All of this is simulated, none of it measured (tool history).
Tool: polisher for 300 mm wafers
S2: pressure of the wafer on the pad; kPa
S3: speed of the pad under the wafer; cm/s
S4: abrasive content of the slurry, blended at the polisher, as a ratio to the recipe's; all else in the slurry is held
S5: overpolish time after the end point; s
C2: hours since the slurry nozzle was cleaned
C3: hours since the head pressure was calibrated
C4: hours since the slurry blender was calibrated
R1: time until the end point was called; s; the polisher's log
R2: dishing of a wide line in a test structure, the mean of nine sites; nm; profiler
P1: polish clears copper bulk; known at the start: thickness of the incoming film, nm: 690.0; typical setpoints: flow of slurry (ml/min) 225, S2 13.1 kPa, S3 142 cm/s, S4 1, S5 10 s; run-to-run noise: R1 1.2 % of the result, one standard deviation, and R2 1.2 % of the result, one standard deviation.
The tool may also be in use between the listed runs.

run 1 hour=13.7 | flow_of_slurry_(ml/min)=225 S2=13.1 S3=142 S4=1 S5=10 | wafers_polished_on_this_pad=795 C2=146.2 C3=293 C4=40.7 | R1=68.544 R2=42.298
run 2 hour=28.5 | flow_of_slurry_(ml/min)=225 S2=13.1 S3=142 S4=0.65 S5=14 | wafers_polished_on_this_pad=944 C2=161 C3=307.8 C4=55.5 | R1=74.48 R2=47.224
run 3 hour=38.3 | flow_of_slurry_(ml/min)=225 S2=13.1 S3=142 S4=0.6 S5=10 | wafers_polished_on_this_pad=1042 C2=170.8 C3=317.6 C4=65.3 | R1=75.07 R2=40.148
run 4 hour=52.3 | flow_of_slurry_(ml/min)=225 S2=13.1 S3=142 S4=1 S5=10 | wafers_polished_on_this_pad=1183 C2=184.8 C3=331.6 C4=79.3 | R1=67.29 R2=42.645
run 5 hour=59.5 | flow_of_slurry_(ml/min)=225 S2=13.1 S3=180 S4=1 S5=10 | wafers_polished_on_this_pad=1255 C2=192 C3=338.8 C4=86.5 | R1=53.444 R2=46.568
run 6 hour=66.2 | flow_of_slurry_(ml/min)=310 S2=13.1 S3=142 S4=1 S5=10 | wafers_polished_on_this_pad=1322 C2=198.7 C3=345.5 C4=93.2 | R1=65.343 R2=42.637
run 7 hour=78.7 | flow_of_slurry_(ml/min)=225 S2=13.1 S3=142 S4=1.25 S5=10 | wafers_polished_on_this_pad=1448 C2=211.2 C3=358 C4=105.7 | R1=64.99 R2=42.848
run 8 hour=91.8 | flow_of_slurry_(ml/min)=225 S2=6.2 S3=142 S4=1 S5=10 | wafers_polished_on_this_pad=1579 C2=224.3 C3=371.1 C4=118.8 | R1=143.36 R2=26.021
run 9 hour=99.4 | flow_of_slurry_(ml/min)=225 S2=13.1 S3=142 S4=1 S5=10 | wafers_polished_on_this_pad=1656 C2=231.9 C3=378.7 C4=126.4 | R1=68.417 R2=42.239
run 10 hour=112 | flow_of_slurry_(ml/min)=225 S2=13.1 S3=142 S4=1 S5=18 | wafers_polished_on_this_pad=1782 C2=244.5 C3=391.3 C4=139 | R1=68.785 R2=49.022
run 11 hour=124.7 | flow_of_slurry_(ml/min)=225 S2=13.1 S3=142 S4=1 S5=10 | wafers_polished_on_this_pad=1910 C2=257.2 C3=404 C4=151.7 | R1=69.053 R2=43.24
run 12 hour=131.8 | flow_of_slurry_(ml/min)=225 S2=13.1 S3=142 S4=1 S5=10 | wafers_polished_on_this_pad=1981 C2=264.3 C3=411.1 C4=158.8 | R1=67.499 R2=42.115
run 13 hour=138.4 | flow_of_slurry_(ml/min)=225 S2=13.1 S3=142 S4=1 S5=5 | wafers_polished_on_this_pad=2047 C2=270.9 C3=417.7 C4=165.4 | R1=66.233 R2=29.044
run 14 hour=148.2 | flow_of_slurry_(ml/min)=225 S2=13.1 S3=72 S4=1 S5=10 | wafers_polished_on_this_pad=2146 C2=280.7 C3=427.5 C4=175.2 | R1=132.03 R2=29.406
run 15 hour=162.6 | flow_of_slurry_(ml/min)=225 S2=20 S3=142 S4=1 S5=10 | wafers_polished_on_this_pad=2290 C2=295.1 C3=441.9 C4=189.6 | R1=44.559 R2=50.291
run 16 hour=175.8 | flow_of_slurry_(ml/min)=135 S2=13.1 S3=142 S4=1 S5=10 | wafers_polished_on_this_pad=2423 C2=308.3 C3=455.1 C4=202.8 | R1=72.708 R2=41.698
run 17 hour=183.3 | flow_of_slurry_(ml/min)=225 S2=13.1 S3=142 S4=1 S5=10 | wafers_polished_on_this_pad=2498 C2=315.8 C3=462.6 C4=210.3 | R1=67.541 R2=42.38
run 18 hour=194.2 | flow_of_slurry_(ml/min)=225 S2=13.1 S3=142 S4=1 S5=10 | wafers_polished_on_this_pad=2608 C2=326.7 C3=473.5 C4=221.2 | R1=68.811 R2=41.979
run 19 hour=201.7 | flow_of_slurry_(ml/min)=225 S2=13.1 S3=142 S4=1 S5=10 | wafers_polished_on_this_pad=2683 C2=334.2 C3=481 C4=228.7 | R1=72.815 R2=40.931
run 20 hour=211.3 | flow_of_slurry_(ml/min)=225 S2=13.1 S3=142 S4=1 S5=10 | wafers_polished_on_this_pad=2779 C2=343.8 C3=490.6 C4=238.3 | R1=69.845 R2=41.063
run 21 hour=217.8 | flow_of_slurry_(ml/min)=225 S2=13.1 S3=142 S4=1 S5=10 | wafers_polished_on_this_pad=2845 C2=350.3 C3=497.1 C4=244.8 | R1=70.773 R2=41.296
run 22 hour=225.2 | flow_of_slurry_(ml/min)=225 S2=13.1 S3=142 S4=1 S5=10 | wafers_polished_on_this_pad=2919 C2=357.7 C3=504.5 C4=252.2 | R1=73.14 R2=40.376
-- hour=227.3 worn pad replaced by a new one
run 23 hour=234.3 | flow_of_slurry_(ml/min)=225 S2=13.1 S3=142 S4=1 S5=10 | wafers_polished_on_this_pad=71 C2=366.8 C3=513.6 C4=261.3 | R1=72.657 R2=40.828

Expected results for the next run?
run 24 hour=248.3 | flow_of_slurry_(ml/min)=225 S2=13.1 S3=142 S4=1 S5=10 | wafers_polished_on_this_pad=211 C2=380.8 C3=527.6 C4=275.3 | R1=? R2=?

Run 24 yielded R1 74.021 s, R2 40.54 nm.
